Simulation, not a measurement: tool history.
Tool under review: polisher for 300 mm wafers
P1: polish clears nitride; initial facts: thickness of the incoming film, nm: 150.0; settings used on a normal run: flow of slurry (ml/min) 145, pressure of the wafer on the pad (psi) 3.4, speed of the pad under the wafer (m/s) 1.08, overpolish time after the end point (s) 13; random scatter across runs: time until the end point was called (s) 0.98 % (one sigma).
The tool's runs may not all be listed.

run   hour  flow of slurry (ml/min)  pressure of the wafer on the pad (psi)  speed of the pad under the wafer (m/s)  overpolish time after the end point (s)  wafers polished on this pad  hours since the slurry nozzle was cleaned  hours since the head pressure was calibrated  time until the end point was called (s)
  1   10.8                      145                                     3.4                                    1.08                                       13                         1043                                      163.1                                         305.9                                   126.33
  2   21.8                      145                                     3.4                                     0.8                                       13                         1100                                      174.1                                         316.9                                   171.71
  3   33.5                      145                                     3.4                                    1.08                                       13                         1161                                      185.8                                         328.6                                   129.92
  4   40.2                      145                                     3.4                                    1.08                                       13                         1196                                      192.5                                         335.3                                   127.71
  5   51.6                      145                                     3.4                                    1.08                                       13                         1256                                      203.9                                         346.7                                   125.68
  6   65.6                      145                                     3.4                                    1.08                                       13                         1329                                      217.9                                         360.7                                   127.95
  7     72                      145                                     3.4                                    1.48                                       19                         1362                                      224.3                                         367.1                                   91.444
  8   82.5                      105                                     3.4                                    1.08                                        6                         1417                                      234.8                                         377.6                                   134.98
  9   96.4                      215                                     3.4                                    1.08                                       13                         1489                                      248.7                                         391.5                                   120.32
 10  104.8                      145                                     3.4                                    1.08                                        7                         1533                                      257.1                                         399.9                                   125.58
 11  116.1                       85                                     3.4                                    1.08                                       13                         1592                                      268.4                                         411.2                                   143.35
 12  126.2                      145                                     3.4                                    1.08                                       26                         1645                                      278.5                                         421.3                                   127.71
 13  133.9                      145                                     4.4                                    1.08                                       13                         1685                                      286.2                                           429                                   96.207
 14  144.6                      145                                     3.4                                    1.44                                       13                         1741                                      296.9                                         439.7                                   96.363
 15  153.9                      145                                     2.3                                    1.08                                       13                         1789                                      306.2                                           449                                   186.54
 16  164.8                      145                                     3.4                                    1.08                                       13                         1846                                      317.1                                         459.9                                   125.73
 17  171.3                       85                                     3.4                                    1.08                                        5                         1880                                      323.6                                         466.4                                   143.55
 18  185.5                      145                                     3.4                                    1.08                                       13                         1954                                      337.8                                         480.6                                   124.23
 19  198.3                      145                                     3.4                                    1.08                                       13                         2021                                      350.6                                         493.4                                   133.22
 20  204.4                      145                                     3.4                                    1.08                                       13                         2053                                      356.7                                         499.5                                   130.69
 21  213.5                      145                                     3.4                                    1.08                                       13                         2100                                      365.8                                         508.6                                   135.26
     216.3  -- head pressure recalibrated
 22  221.7                      145                                     3.4                                    1.08                                       13                         2143                                        374                                           5.4                                   135.53
 23  229.4                      145                                     3.4                                    1.08                                       13                         2183                                      381.7                                          13.1                                   136.77
 24  242.9                      145                                     3.4                                    1.08                                       13                         2253                                      395.2                                          26.6                                   135.13
 25  256.9                      145                                     3.4                                    1.08                                       13                         2326                                      409.2                                          40.6                                   137.17

P1 has crept away from where it was. The log is fitted equally well by each of these 2 causes, at the sizes shown:
A: removal rate lost through wear of the pad, % = 7.18
B: slurry flow missing at the pad, % = 29.7
Onset of the creep was near hour 185.5.
Why every other cause is out:
head's pressure below its setpoint, %: work on it at hour 216.3, done after the drift set in, did not restore what the process gave before

Which of the 4 check runs listed below, each an average over 5 wafers with its results shown as question marks, gives clearly different results under the different listed causes?
check 1  270.9                      145                                     4.1                                    1.08                                       13                                                                                                                                                              ?
check 2  270.9                      145                                     3.4                                     0.8                                       13                                                                                                                                                              ?
check 3  270.9                       95                                     3.4                                    1.08                                       13                                                                                                                                                              ?
check 4  270.9                      145                                     2.5                                    0.82                                       13                                                                                                                                                              ?

How each check would come out, cause by cause:
  check                                   result    if A    if B
check 1  time until the end point was called (s)  113.63  113.62
check 2  time until the end point was called (s)  184.99  184.97
check 3  time until the end point was called (s)  150.28  155.37
check 4  time until the end point was called (s)  245.45  245.42
Smallest distance between any two causes, each pair judged by its most separating result, in per cent: check 1 0.01 %; check 2 0.01 %; check 3 3.33 %; check 4 0.01 %
Only check 3 tells the causes apart: in the others they would give nearly the same result.

Running check 3 produced the following: time until the end point was called (s) 149.31. Which one of the listed causes fits?

It is A: removal rate lost through wear of the pad, %.
